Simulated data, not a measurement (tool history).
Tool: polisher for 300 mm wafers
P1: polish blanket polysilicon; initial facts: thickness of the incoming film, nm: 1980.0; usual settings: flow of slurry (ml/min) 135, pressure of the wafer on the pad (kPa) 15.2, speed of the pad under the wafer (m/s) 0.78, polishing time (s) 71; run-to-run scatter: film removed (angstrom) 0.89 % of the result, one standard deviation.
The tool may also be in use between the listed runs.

run   hour  flow of slurry (ml/min)  pressure of the wafer on the pad (kPa)  speed of the pad under the wafer (m/s)  polishing time (s)  wafers polished on this pad  hours since the slurry nozzle was cleaned  hours since the head pressure was calibrated  film removed (angstrom)
  1    6.1                      135                                    15.2                                    0.78                  71                          303                                       93.2                                         377.1                   3181.1
  2   10.9                      135                                    15.2                                    0.78                 112                          338                                       98.0                                         381.9                   4912.0
  3   16.6                      135                                    15.2                                    0.78                  71                          380                                      103.7                                         387.6                   3079.0
  4   23.1                      135                                    15.2                                    0.78                  71                          428                                      110.2                                         394.1                   3126.6
  5   29.4                      135                                    15.2                                    1.22                  71                          474                                      116.5                                         400.4                   4934.5
  6   35.8                      135                                    15.2                                    0.78                  71                          521                                      122.9                                         406.8                   3099.3
      36.5  -- head pressure recalibrated
  7   43.4                      135                                    15.2                                    0.36                  71                          576                                      130.5                                           7.0                   1429.8
  8   50.9                      165                                    15.2                                    1.00                  71                          631                                      138.0                                          14.5                   4134.9
  9   57.4                      205                                    15.2                                    0.78                  71                          679                                      144.5                                          21.0                   3386.1
 10   61.8                      100                                    15.2                                    0.78                  71                          711                                      148.9                                          25.4                   2947.8
 11   65.9                      135                                    15.2                                    0.56                  41                          741                                      153.0                                          29.5                   1317.3
 12   71.4                      135                                     6.9                                    0.78                  71                          782                                      158.5                                          35.0                   1415.8
 13   76.4                      135                                    19.3                                    0.78                  71                          818                                      163.5                                          40.0                   3961.5
 14   81.5                      135                                    15.2                                    0.78                  71                          856                                      168.6                                          45.1                   3142.9
 15   87.3                      135                                    15.2                                    0.78                  38                          898                                      174.4                                          50.9                   1701.7
 16   91.3                      135                                    15.2                                    0.78                  71                          927                                      178.4                                          54.9                   3106.6
 17   96.1                      135                                    15.2                                    0.78                  71                          963                                      183.2                                          59.7                   3110.7
 18  103.5                      135                                    15.2                                    0.78                  71                         1017                                      190.6                                          67.1                   3029.2
 19  110.8                      135                                    15.2                                    0.78                  71                         1070                                      197.9                                          74.4                   2962.2
 20  117.4                      135                                    15.2                                    0.78                  71                         1119                                      204.5                                          81.0                   2865.9
     123.3  -- worn pad replaced by a new one
 21  123.5                      135                                    15.2                                    0.78                  71                            1                                      210.6                                          87.1                   2864.6
 22  129.2                      135                                    15.2                                    0.78                  71                           43                                      216.3                                          92.8                   2841.6
 23  136.7                      135                                    15.2                                    0.78                  71                           98                                      223.8                                         100.3                   2797.1
 24  141.8                      135                                    15.2                                    0.78                  71                          135                                      228.9                                         105.4                   2819.1
 25  148.5                      135                                    15.2                                    0.78                  71                          184                                      235.6                                         112.1                   2779.3
 26  153.7                      135                                    15.2                                    0.78                  71                          222                                      240.8                                         117.3                   2804.1

What P1 gives has crept away from where it was. These 2 causes fit the log equally well, each at the size given:
A: slurry flow missing at the pad, % = 36.7
B: head's pressure below its setpoint, % = 10.2
The drift started at roughly hour 96.1.
Every other cause this tool's parts could produce, and why it does not fit the log:
removal rate lost through wear of the pad, %: serviced after onset, at hour 123.3, with no recovery of the prior output

The list below offers 4 check runs, each averaging the results of 5 wafers, and shows each result as a question mark. For which of them would the listed causes give clearly different results?
check 1  158.9                      135                                    15.2                                    0.98                  71                                                                                                                                              ?
check 2  158.9                      135                                     7.6                                    0.78                  44                                                                                                                                              ?
check 3  158.9                      190                                    15.2                                    0.78                  71                                                                                                                                              ?
check 4  158.9                      135                                    15.2                                    1.22                  71                                                                                                                                              ?

What every check run would give for each of its results, assuming each possible cause in turn:
  check                   result     if A     if B
check 1  film removed (angstrom)  3527.10  3529.20
check 2  film removed (angstrom)   869.87   870.37
check 3  film removed (angstrom)  3055.90  2970.90
check 4  film removed (angstrom)  4390.90  4393.40
Per-check spread between the two closest causes, in the result where they differ most: check 1 0.06 %; check 2 0.06 %; check 3 2.82 %; check 4 0.06 %
Check 3 is the one run that separates the causes; every other check would come out nearly the same whichever cause is at work.

Check 3 has now been run. It gave: film removed (angstrom) 2963.40. Which of the candidate causes is it?

The correct cause is B, namely: head's pressure below its setpoint, %.

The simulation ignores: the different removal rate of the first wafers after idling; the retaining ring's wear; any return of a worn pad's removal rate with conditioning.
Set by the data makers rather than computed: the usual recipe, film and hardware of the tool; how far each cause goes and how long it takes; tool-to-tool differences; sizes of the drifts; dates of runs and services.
